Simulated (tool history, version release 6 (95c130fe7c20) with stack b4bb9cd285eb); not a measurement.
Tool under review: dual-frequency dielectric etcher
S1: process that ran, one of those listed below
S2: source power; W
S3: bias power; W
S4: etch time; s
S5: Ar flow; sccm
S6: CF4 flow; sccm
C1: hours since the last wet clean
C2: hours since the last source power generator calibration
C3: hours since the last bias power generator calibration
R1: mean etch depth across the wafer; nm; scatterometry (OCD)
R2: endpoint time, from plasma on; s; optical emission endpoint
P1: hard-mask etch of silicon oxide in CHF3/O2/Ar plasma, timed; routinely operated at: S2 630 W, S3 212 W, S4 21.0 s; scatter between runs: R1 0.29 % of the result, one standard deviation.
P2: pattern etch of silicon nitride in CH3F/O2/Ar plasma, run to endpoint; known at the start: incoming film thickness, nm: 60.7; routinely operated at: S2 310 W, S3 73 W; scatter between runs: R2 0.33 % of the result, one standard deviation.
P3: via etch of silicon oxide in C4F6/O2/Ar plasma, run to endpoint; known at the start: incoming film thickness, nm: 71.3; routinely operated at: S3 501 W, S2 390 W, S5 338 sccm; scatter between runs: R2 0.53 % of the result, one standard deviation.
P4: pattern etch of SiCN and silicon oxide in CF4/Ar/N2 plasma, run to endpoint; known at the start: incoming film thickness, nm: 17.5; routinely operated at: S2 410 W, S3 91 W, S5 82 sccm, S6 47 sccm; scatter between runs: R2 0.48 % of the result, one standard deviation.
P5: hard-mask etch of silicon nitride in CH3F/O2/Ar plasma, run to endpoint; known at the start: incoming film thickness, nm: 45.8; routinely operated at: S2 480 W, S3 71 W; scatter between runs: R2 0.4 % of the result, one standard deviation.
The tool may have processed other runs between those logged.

run   hour  S1   S2   S3    S4   S5  S6     C1      C2      C3      R1       R2
  1   11.7  P1  630  212  21.0           343.5  1601.1  1332.0  45.236
  2   20.3  P1  480  297  21.0           352.1  1609.7  1340.6  46.095
  3   31.5  P4  330   91         82  47  363.3  1620.9  1351.8           24.637
  4   41.3  P1  630  212  21.0           373.1  1630.7  1361.6  45.169
  5   51.2  P3  390  501        338      383.0  1640.6  1371.5           16.547
  6   59.2  P5  480   71                 391.0  1648.6  1379.5           61.920
  7   66.0  P5  660   71                 397.8  1655.4  1386.3           54.580
  8   74.6  P3  390  501        238      406.4  1664.0  1394.9           15.858
  9   82.8  P3  390  322        338      414.6  1672.2  1403.1           19.289
 10   89.2  P4  410   91         82  47  421.0  1678.6  1409.5           20.465
 11   95.4  P4  410   91         98  47  427.2  1684.8  1415.7           21.196
 12  103.7  P5  480   45                 435.5  1693.1  1424.0           71.452
 13  117.6  P1  500  212  21.0           449.4  1707.0  1437.9  41.507
 14  125.3  P4  410   91         82  64  457.1  1714.7  1445.6           19.738
 15  136.0  P1  630  266  21.0           467.8  1725.4  1456.3  48.974
 16  143.2  P1  630  212  21.0           475.0  1732.6  1463.5  45.278
 17  155.6  P2  310   50                 487.4  1745.0  1475.9          110.240
 18  166.9  P1  630  212  15.0           498.7  1756.3  1487.2  32.349
 19  179.5  P1  630  212  21.0           511.3  1768.9  1499.8  45.239
 20  190.0  P4  410  110         82  47  521.8  1779.4  1510.3           19.159
 21  197.1  P3  390  501        338      528.9  1786.5  1517.4           16.556
 22  208.1  P2  310   73                 539.9  1797.5  1528.4           97.406
 23  215.7  P1  890  212  21.0           547.5  1805.1  1536.0  51.665
 24  225.4  P1  630  160  21.0           557.2  1814.8  1545.7  41.083
     236.3  -- bias power generator calibrated
 25  237.3  P1  630  212  28.5           569.1  1826.7     1.1  61.284
 26  247.3  P4  410   91         82  47  579.1  1836.7    11.1           20.351
 27  260.8  P3  230  501        338      592.6  1850.2    24.6           20.188
 28  269.3  P2  220   73                 601.1  1858.7    33.1          110.660
 29  279.2  P1  630  212  21.0           611.0  1868.6    43.0  45.208
 30  286.8  P1  630  212  21.0           618.6  1876.2    50.6  45.398
 31  293.8  P1  630  212  21.0           625.6  1883.2    57.6  45.641
 32  304.7  P1  630  212  21.0           636.5  1894.1    68.5  45.620
 33  314.0  P1  630  212  21.0           645.8  1903.4    77.8  45.736
     319.6  -- wet clean of the chamber
 34  327.1  P1  630  212  21.0             7.6  1916.5    90.9  45.523
 35  336.0  P1  630  212  21.0            16.5  1925.4    99.8  45.930
 36  342.5  P1  630  212  21.0            23.0  1931.9   106.3  45.925
 37  352.3  P1  630  212  21.0            32.8  1941.7   116.1  45.639
 38  364.8  P1  630  212  21.0            45.3  1954.2   128.6  45.826

Compared with where it was, what P1 gives has crept away. Each cause listed below fits the log as well as the rest, at the size given for it:
A: bias power that arrives over what is set, % = 4.9
B: source power that arrives over what is set, % = 4.48
The creep began at about hour 279.2.
Excluded causes, each with its reason:
chamber walls in a state that raises the etch rate, %: work on it at hour 319.6, done after the drift set in, did not restore what the process gave before

The list below offers 4 check runs, each averaging the results of 3 wafers, and shows each result as a question mark. For which of them would the listed causes give clearly different results?
check 1  377.3  P3  390  501      338                       ?
check 2  377.3  P5  480   71                                ?
check 3  377.3  P2  310   73                                ?
check 4  377.3  P4  410   91       82  47                   ?

Outcome of each check run for each possible cause:
  check  result    if A    if B
check 1      R2  16.264  16.293
check 2      R2  61.015  60.983
check 3      R2  95.687  95.718
check 4      R2  20.124  19.712
How far apart the two closest causes lie, in the result that separates them most: check 1 0.18 %; check 2 0.05 %; check 3 0.03 %; check 4 2.07 %
Check 4 tells the causes apart: in the others they would give nearly the same result.

Then check 4 was run and gave: R2 19.666 s. Which cause is it?

It is B: source power that arrives over what is set, %.
